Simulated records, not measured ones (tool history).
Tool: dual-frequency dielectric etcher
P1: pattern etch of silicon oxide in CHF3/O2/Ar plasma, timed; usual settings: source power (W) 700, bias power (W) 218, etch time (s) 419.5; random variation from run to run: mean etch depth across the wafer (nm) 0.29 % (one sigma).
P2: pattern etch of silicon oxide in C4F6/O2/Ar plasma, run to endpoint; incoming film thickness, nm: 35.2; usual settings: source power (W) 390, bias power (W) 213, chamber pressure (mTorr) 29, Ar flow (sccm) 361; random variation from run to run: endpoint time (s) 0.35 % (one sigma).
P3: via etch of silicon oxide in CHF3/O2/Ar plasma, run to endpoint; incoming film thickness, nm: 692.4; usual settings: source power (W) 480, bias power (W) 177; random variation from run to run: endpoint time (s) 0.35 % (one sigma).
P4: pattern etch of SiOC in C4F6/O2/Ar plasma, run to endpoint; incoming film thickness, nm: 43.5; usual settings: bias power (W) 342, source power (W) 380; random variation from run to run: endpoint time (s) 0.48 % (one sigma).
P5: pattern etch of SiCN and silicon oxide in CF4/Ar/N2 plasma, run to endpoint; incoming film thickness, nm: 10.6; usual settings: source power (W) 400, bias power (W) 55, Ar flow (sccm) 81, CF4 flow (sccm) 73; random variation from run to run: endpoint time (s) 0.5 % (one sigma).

| run | hour | process that ran | source power (W) | bias power (W) | etch time (s) | chamber pressure (mTorr) | Ar flow (sccm) | CF4 flow (sccm) | hours since the last wet clean | hours since the last source power generator calibration | hours since the last bias power generator calibration | mean etch depth across the wafer (nm) | endpoint time (s) |
|---|---|---|---|---|---|---|---|---|---|---|---|---|---|
| 1 | 7.4 | P1 | 700 | 218 | 419.5 |  |  |  | 408.0 | 2331.8 | 2321.1 | 936.82 |  |
| 2 | 11.9 | P1 | 1000 | 218 | 419.5 |  |  |  | 412.5 | 2336.3 | 2325.6 | 1065.70 |  |
| 3 | 17.5 | P1 | 700 | 218 | 419.5 |  |  |  | 418.1 | 2341.9 | 2331.2 | 936.64 |  |
| 4 | 22.8 | P1 | 700 | 218 | 419.5 |  |  |  | 423.4 | 2347.2 | 2336.5 | 932.38 |  |
| 5 | 29.6 | P2 | 390 | 213 |  | 29 | 439 |  | 430.2 | 2354.0 | 2343.3 |  | 11.4030 |
| 6 | 35.1 | P4 | 380 | 342 |  |  |  |  | 435.7 | 2359.5 | 2348.8 |  | 16.9410 |
| 7 | 44.6 | P1 | 700 | 218 | 230.5 |  |  |  | 445.2 | 2369.0 | 2358.3 | 513.27 |  |
| 8 | 52.4 | P3 | 480 | 177 |  |  |  |  | 453.0 | 2376.8 | 2366.1 |  | 380.8000 |
|  | 58.2 | source power generator calibrated |
| 9 | 61.5 | P5 | 400 | 33 |  |  | 81 | 73 | 462.1 | 3.3 | 2375.2 |  | 16.3770 |
| 10 | 69.0 | P2 | 270 | 213 |  | 29 | 361 |  | 469.6 | 10.8 | 2382.7 |  | 12.8450 |
| 11 | 74.4 | P2 | 390 | 213 |  | 29 | 361 |  | 475.0 | 16.2 | 2388.1 |  | 11.1120 |
| 12 | 81.8 | P2 | 390 | 301 |  | 29 | 361 |  | 482.4 | 23.6 | 2395.5 |  | 9.9387 |
| 13 | 87.9 | P5 | 400 | 55 |  |  | 49 | 73 | 488.5 | 29.7 | 2401.6 |  | 13.2320 |
| 14 | 92.8 | P3 | 480 | 213 |  |  |  |  | 493.4 | 34.6 | 2406.5 |  | 357.1100 |
| 15 | 97.2 | P1 | 700 | 218 | 419.5 |  |  |  | 497.8 | 39.0 | 2410.9 | 929.00 |  |
| 16 | 104.6 | P1 | 700 | 161 | 419.5 |  |  |  | 505.2 | 46.4 | 2418.3 | 844.65 |  |
| 17 | 113.5 | P3 | 480 | 177 |  |  |  |  | 514.1 | 55.3 | 2427.2 |  | 378.6800 |
| 18 | 123.0 | P3 | 590 | 177 |  |  |  |  | 523.6 | 64.8 | 2436.7 |  | 351.2900 |
| 19 | 130.0 | P1 | 700 | 218 | 419.5 |  |  |  | 530.6 | 71.8 | 2443.7 | 936.64 |  |
| 20 | 139.3 | P2 | 390 | 213 |  | 39 | 361 |  | 539.9 | 81.1 | 2453.0 |  | 11.5920 |
| 21 | 144.2 | P4 | 380 | 448 |  |  |  |  | 544.8 | 86.0 | 2457.9 |  | 15.3930 |
| 22 | 149.1 | P1 | 700 | 218 | 583.5 |  |  |  | 549.7 | 90.9 | 2462.8 | 1301.40 |  |
| 23 | 156.9 | P1 | 580 | 278 | 419.5 |  |  |  | 557.5 | 98.7 | 2470.6 | 946.78 |  |
| 24 | 166.0 | P5 | 400 | 55 |  |  | 81 | 73 | 566.6 | 107.8 | 2479.7 |  | 13.9170 |
| 25 | 174.9 | P4 | 380 | 342 |  |  |  |  | 575.5 | 116.7 | 2488.6 |  | 17.0720 |
| 26 | 179.7 | P1 | 500 | 218 | 523.5 |  |  |  | 580.3 | 121.5 | 2493.4 | 1026.90 |  |
| 27 | 186.3 | P1 | 700 | 277 | 419.5 |  |  |  | 586.9 | 128.1 | 2500.0 | 1015.10 |  |
| 28 | 193.7 | P1 | 450 | 218 | 419.5 |  |  |  | 594.3 | 135.5 | 2507.4 | 791.17 |  |

The next listed run, before its measurement:
| 29 | 201.0 | P5 | 480 | 55 |  |  | 81 | 73 | 601.6 | 142.8 | 2514.7 |  | ? |

endpoint time (s): 12.0790
